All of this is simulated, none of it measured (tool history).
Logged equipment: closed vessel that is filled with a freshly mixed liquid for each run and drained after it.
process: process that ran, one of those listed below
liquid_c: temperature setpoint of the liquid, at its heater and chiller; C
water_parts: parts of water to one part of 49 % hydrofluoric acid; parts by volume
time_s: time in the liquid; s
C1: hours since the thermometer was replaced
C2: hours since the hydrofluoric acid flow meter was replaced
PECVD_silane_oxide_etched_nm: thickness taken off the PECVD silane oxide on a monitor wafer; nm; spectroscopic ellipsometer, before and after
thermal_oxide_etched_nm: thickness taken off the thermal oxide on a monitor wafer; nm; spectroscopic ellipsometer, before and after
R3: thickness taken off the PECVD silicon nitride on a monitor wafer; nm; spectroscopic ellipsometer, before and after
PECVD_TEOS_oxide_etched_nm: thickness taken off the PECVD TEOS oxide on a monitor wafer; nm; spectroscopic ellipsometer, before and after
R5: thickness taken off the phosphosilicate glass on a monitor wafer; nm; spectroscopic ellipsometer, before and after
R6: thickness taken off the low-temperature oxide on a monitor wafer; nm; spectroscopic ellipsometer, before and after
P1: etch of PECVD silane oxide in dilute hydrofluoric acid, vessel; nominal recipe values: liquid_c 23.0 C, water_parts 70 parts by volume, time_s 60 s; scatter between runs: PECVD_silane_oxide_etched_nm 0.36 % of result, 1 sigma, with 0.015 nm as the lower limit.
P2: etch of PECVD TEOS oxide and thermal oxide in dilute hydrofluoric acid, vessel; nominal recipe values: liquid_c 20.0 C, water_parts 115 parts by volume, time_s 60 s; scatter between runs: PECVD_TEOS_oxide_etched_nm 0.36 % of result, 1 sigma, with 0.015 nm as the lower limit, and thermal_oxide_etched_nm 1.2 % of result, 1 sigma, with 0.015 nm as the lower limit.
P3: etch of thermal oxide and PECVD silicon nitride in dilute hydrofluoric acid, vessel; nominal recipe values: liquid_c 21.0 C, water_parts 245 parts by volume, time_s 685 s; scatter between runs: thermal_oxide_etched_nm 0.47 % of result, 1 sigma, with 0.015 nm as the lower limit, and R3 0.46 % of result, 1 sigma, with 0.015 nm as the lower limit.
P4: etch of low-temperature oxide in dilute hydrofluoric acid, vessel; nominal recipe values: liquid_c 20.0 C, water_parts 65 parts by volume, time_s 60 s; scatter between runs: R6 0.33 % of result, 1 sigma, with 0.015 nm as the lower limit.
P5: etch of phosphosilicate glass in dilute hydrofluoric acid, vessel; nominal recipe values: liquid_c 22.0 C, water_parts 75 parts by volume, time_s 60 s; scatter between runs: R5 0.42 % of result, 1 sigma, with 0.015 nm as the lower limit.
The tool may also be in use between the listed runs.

run 1 hour=4.0 | process=P1 liquid_c=23.0 water_parts=70 time_s=60 | C1=989.2 C2=212.7 | PECVD_silane_oxide_etched_nm=20.217
run 2 hour=8.4 | process=P1 liquid_c=23.0 water_parts=70 time_s=95 | C1=993.6 C2=217.1 | PECVD_silane_oxide_etched_nm=32.001
run 3 hour=14.3 | process=P1 liquid_c=23.0 water_parts=70 time_s=60 | C1=999.5 C2=223.0 | PECVD_silane_oxide_etched_nm=20.167
run 4 hour=21.7 | process=P3 liquid_c=21.0 water_parts=245 time_s=115 | C1=1006.9 C2=230.4 | thermal_oxide_etched_nm=1.6833 R3=2.2822
run 5 hour=27.4 | process=P2 liquid_c=20.0 water_parts=115 time_s=60 | C1=1012.6 C2=236.1 | thermal_oxide_etched_nm=2.0581 PECVD_TEOS_oxide_etched_nm=12.331
run 6 hour=33.4 | process=P1 liquid_c=29.0 water_parts=70 time_s=30 | C1=1018.6 C2=242.1 | PECVD_silane_oxide_etched_nm=12.832
run 7 hour=41.0 | process=P1 liquid_c=23.0 water_parts=70 time_s=30 | C1=1026.2 C2=249.7 | PECVD_silane_oxide_etched_nm=10.176
run 8 hour=47.6 | process=P1 liquid_c=23.0 water_parts=40 time_s=60 | C1=1032.8 C2=256.3 | PECVD_silane_oxide_etched_nm=36.534
-- hour=53.4 thermometer replaced
run 9 hour=53.5 | process=P1 liquid_c=23.0 water_parts=70 time_s=60 | C1=0.1 C2=262.2 | PECVD_silane_oxide_etched_nm=20.152
run 10 hour=58.1 | process=P5 liquid_c=22.0 water_parts=75 time_s=95 | C1=4.7 C2=266.8 | R5=141.050
run 11 hour=62.2 | process=P2 liquid_c=20.0 water_parts=25 time_s=60 | C1=8.8 C2=270.9 | thermal_oxide_etched_nm=10.4410 PECVD_TEOS_oxide_etched_nm=62.941
run 12 hour=68.1 | process=P4 liquid_c=20.0 water_parts=65 time_s=60 | C1=14.7 C2=276.8 | R6=14.7470
run 13 hour=74.5 | process=P5 liquid_c=22.0 water_parts=75 time_s=60 | C1=21.1 C2=283.2 | R5=88.020
run 14 hour=80.1 | process=P5 liquid_c=22.0 water_parts=20 time_s=60 | C1=26.7 C2=288.8 | R5=354.160
run 15 hour=88.1 | process=P1 liquid_c=23.0 water_parts=70 time_s=60 | C1=34.7 C2=296.8 | PECVD_silane_oxide_etched_nm=20.185
run 16 hour=95.7 | process=P1 liquid_c=23.0 water_parts=120 time_s=60 | C1=42.3 C2=304.4 | PECVD_silane_oxide_etched_nm=11.057
run 17 hour=103.6 | process=P2 liquid_c=20.0 water_parts=115 time_s=60 | C1=50.2 C2=312.3 | thermal_oxide_etched_nm=2.0937 PECVD_TEOS_oxide_etched_nm=12.329
run 18 hour=108.8 | process=P5 liquid_c=27.5 water_parts=75 time_s=60 | C1=55.4 C2=317.5 | R5=110.200
run 19 hour=117.5 | process=P4 liquid_c=28.0 water_parts=65 time_s=60 | C1=64.1 C2=326.2 | R6=20.2840
run 20 hour=123.2 | process=P3 liquid_c=21.0 water_parts=380 time_s=685 | C1=69.8 C2=331.9 | thermal_oxide_etched_nm=5.5998 R3=8.7659
run 21 hour=128.6 | process=P1 liquid_c=28.5 water_parts=70 time_s=60 | C1=75.2 C2=337.3 | PECVD_silane_oxide_etched_nm=25.161
run 22 hour=135.8 | process=P4 liquid_c=20.0 water_parts=65 time_s=120 | C1=82.4 C2=344.5 | R6=29.3530
run 23 hour=143.1 | process=P2 liquid_c=20.0 water_parts=115 time_s=110 | C1=89.7 C2=351.8 | thermal_oxide_etched_nm=3.8128 PECVD_TEOS_oxide_etched_nm=22.649
run 24 hour=151.8 | process=P5 liquid_c=22.0 water_parts=75 time_s=60 | C1=98.4 C2=360.5 | R5=88.394
run 25 hour=160.0 | process=P3 liquid_c=26.5 water_parts=245 time_s=685 | C1=106.6 C2=368.7 | thermal_oxide_etched_nm=12.0250 R3=19.0000
run 26 hour=165.6 | process=P2 liquid_c=17.0 water_parts=115 time_s=60 | C1=112.2 C2=374.3 | thermal_oxide_etched_nm=1.8384 PECVD_TEOS_oxide_etched_nm=10.908
run 27 hour=173.8 | process=P1 liquid_c=23.0 water_parts=70 time_s=60 | C1=120.4 C2=382.5 | PECVD_silane_oxide_etched_nm=20.221
run 28 hour=177.9 | process=P1 liquid_c=23.0 water_parts=70 time_s=60 | C1=124.5 C2=386.6 | PECVD_silane_oxide_etched_nm=20.248
run 29 hour=186.6 | process=P4 liquid_c=20.0 water_parts=100 time_s=60 | C1=133.2 C2=395.3 | R6=9.1271
run 30 hour=192.0 | process=P3 liquid_c=21.0 water_parts=245 time_s=685 | C1=138.6 C2=400.7 | thermal_oxide_etched_nm=9.7958 R3=13.4220
run 31 hour=197.2 | process=P4 liquid_c=20.0 water_parts=65 time_s=60 | C1=143.8 C2=405.9 | R6=14.6790
run 32 hour=203.3 | process=P1 liquid_c=17.0 water_parts=70 time_s=60 | C1=149.9 C2=412.0 | PECVD_silane_oxide_etched_nm=15.659
run 33 hour=212.5 | process=P1 liquid_c=23.0 water_parts=70 time_s=60 | C1=159.1 C2=421.2 | PECVD_silane_oxide_etched_nm=20.164
run 34 hour=216.7 | process=P1 liquid_c=23.0 water_parts=70 time_s=60 | C1=163.3 C2=425.4 | PECVD_silane_oxide_etched_nm=19.608
run 35 hour=222.4 | process=P1 liquid_c=23.0 water_parts=70 time_s=60 | C1=169.0 C2=431.1 | PECVD_silane_oxide_etched_nm=19.127
run 36 hour=226.6 | process=P1 liquid_c=23.0 water_parts=70 time_s=60 | C1=173.2 C2=435.3 | PECVD_silane_oxide_etched_nm=18.937
run 37 hour=233.0 | process=P1 liquid_c=23.0 water_parts=70 time_s=60 | C1=179.6 C2=441.7 | PECVD_silane_oxide_etched_nm=18.657
run 38 hour=239.1 | process=P1 liquid_c=23.0 water_parts=70 time_s=60 | C1=185.7 C2=447.8 | PECVD_silane_oxide_etched_nm=18.575
run 39 hour=247.4 | process=P1 liquid_c=23.0 water_parts=70 time_s=60 | C1=194.0 C2=456.1 | PECVD_silane_oxide_etched_nm=18.557
run 40 hour=252.1 | process=P1 liquid_c=23.0 water_parts=70 time_s=60 | C1=198.7 C2=460.8 | PECVD_silane_oxide_etched_nm=18.431

Compared with where it was, what P1 gives has crept away. Each cause listed below fits the log as well as the rest, at the size given for it:
A: hydrofluoric acid flow below the setpoint (%) = 7.28
B: liquid colder than its thermometer reads (K) = 2
The onset of the drift is placed at about hour 212.5.

Which of the 4 check runs listed below separates the causes, so that each cause would produce a clearly different result? Each run uses one wafer, and its results are marked with question marks.
run check 1 hour=256.8 | process=P2 liquid_c=20.0 water_parts=115 time_s=60 | thermal_oxide_etched_nm=? PECVD_TEOS_oxide_etched_nm=?
run check 2 hour=256.8 | process=P3 liquid_c=21.0 water_parts=245 time_s=685 | thermal_oxide_etched_nm=? R3=?
run check 3 hour=256.8 | process=P4 liquid_c=20.0 water_parts=65 time_s=60 | R6=?
run check 4 hour=256.8 | process=P5 liquid_c=22.0 water_parts=75 time_s=60 | R5=?

Check results expected under each cause:
check=check_1 result=thermal_oxide_etched_nm if_A=1.9010 if_B=1.9072
check=check_1 result=PECVD_TEOS_oxide_etched_nm if_A=11.330 if_B=11.367
check=check_2 result=thermal_oxide_etched_nm if_A=8.9772 if_B=9.1460
check=check_2 result=R3 if_A=12.4740 if_B=11.7990
check=check_3 result=R6 if_A=13.5390 if_B=13.4950
check=check_4 result=R5 if_A=81.385 if_B=81.380
Gap, in per cent, between the two causes that each check separates least, read from the result that separates them most: check 1 0.33 %; check 2 5.56 %; check 3 0.32 %; check 4 0.01 %
Check 2 is the one run that separates the causes; every other check would come out nearly the same whichever cause is at work.

With check 2 done, the readings were: thermal_oxide_etched_nm 8.9687 nm; R3 12.5210 nm. Identify which of the listed causes applies.

The cause is A: hydrofluoric acid flow below the setpoint (%).

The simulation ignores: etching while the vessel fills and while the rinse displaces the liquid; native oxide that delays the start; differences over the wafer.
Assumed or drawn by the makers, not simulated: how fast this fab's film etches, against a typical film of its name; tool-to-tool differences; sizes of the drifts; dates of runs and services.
